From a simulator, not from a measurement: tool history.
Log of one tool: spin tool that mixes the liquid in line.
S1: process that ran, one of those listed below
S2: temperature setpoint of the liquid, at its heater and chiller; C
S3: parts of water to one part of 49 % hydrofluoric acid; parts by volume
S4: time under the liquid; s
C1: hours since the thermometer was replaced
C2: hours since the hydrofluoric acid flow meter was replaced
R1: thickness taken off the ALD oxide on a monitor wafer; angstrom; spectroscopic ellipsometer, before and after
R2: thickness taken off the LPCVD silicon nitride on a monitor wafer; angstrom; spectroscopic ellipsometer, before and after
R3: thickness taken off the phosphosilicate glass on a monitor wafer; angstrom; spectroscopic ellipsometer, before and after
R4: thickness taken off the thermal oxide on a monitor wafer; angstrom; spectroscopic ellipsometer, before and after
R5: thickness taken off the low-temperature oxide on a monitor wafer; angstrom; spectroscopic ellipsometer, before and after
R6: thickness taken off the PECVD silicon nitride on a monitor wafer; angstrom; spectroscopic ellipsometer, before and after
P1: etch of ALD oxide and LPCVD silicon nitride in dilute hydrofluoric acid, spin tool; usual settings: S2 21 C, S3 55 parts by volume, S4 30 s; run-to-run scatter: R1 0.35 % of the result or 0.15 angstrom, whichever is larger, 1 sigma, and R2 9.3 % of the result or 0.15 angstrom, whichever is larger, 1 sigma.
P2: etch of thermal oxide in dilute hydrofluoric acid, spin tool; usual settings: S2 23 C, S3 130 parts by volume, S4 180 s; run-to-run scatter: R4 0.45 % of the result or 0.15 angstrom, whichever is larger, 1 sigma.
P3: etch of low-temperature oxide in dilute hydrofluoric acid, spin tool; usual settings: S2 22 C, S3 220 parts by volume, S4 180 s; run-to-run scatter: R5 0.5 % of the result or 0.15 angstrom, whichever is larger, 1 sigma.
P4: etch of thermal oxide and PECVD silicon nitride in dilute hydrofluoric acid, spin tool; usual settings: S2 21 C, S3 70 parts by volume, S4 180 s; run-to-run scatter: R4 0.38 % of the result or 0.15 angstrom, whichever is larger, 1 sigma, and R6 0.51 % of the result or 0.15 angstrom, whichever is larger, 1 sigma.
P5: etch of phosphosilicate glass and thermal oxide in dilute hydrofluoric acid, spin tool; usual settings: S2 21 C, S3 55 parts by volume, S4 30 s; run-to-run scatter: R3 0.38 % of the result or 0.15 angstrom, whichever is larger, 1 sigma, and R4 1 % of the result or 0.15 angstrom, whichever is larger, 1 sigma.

run,hour,S1,S2,S3,S4,C1,C2,R1,R2,R3,R4,R5,R6
1,2.8,P1,21,55,30,378.5,155.4,122.55,1.9564,,,,
2,6.8,P1,25,55,60,382.5,159.4,287.86,5.0339,,,,
3,9.9,P5,21,55,15,385.6,162.5,,,516.86,12.308,,
4,13.2,P3,22,65,180,388.9,165.8,,,,,523.42,
5,15.3,P1,21,30,30,391,167.9,231.27,3.7075,,,,
6,18.2,P1,21,55,15,393.9,170.8,61.144,0.89772,,,,
7,21.3,P1,21,55,30,397,173.9,122.24,2.1272,,,,
8,23.5,P4,21,70,340,399.2,176.1,,,,209.87,,102.01
9,27.4,P3,22,220,180,403.1,180,,,,,129.14,
10,32.2,P1,28,25,30,407.9,184.8,373.28,6.9858,,,,
11,34.7,P4,21,115,180,410.4,187.3,,,,64.733,,32.788
12,37.9,P2,23,130,20,413.6,190.5,,,,7.3283,,
13,42.2,P2,23,130,180,417.9,194.8,,,,64.49,,
14,46.1,P1,21,55,30,421.8,198.7,122.77,1.9692,,,,
15,48.5,P2,23,215,180,424.2,201.1,,,,35.141,,
16,50.7,P5,21,55,30,426.4,203.3,,,1021.3,23.632,,
17,55,P4,17,70,180,430.7,207.6,,,,94.297,,40.282
18,58.9,P3,22,220,180,434.6,211.5,,,,,129.86,
19,61.3,P5,21,105,30,437,213.9,,,506.78,11.341,,
20,66.2,P1,21,55,30,441.9,218.8,121.78,2.3115,,,,
21,70.1,P5,21,55,30,445.8,222.7,,,1020.4,23.997,,
22,74.8,P3,22,220,15,450.5,227.4,,,,,10.868,
23,78.6,P1,21,55,45,454.3,231.2,184.49,3.1281,,,,
24,82.6,P1,21,80,30,458.3,235.2,81.525,1.2195,,,,

Run 25 comes next. What will it give?
25,85,P1,17.5,20,30,460.7,237.6,?,?,,,,

{"run 25": {"R1": 301.87, "R2": 4.6375}}
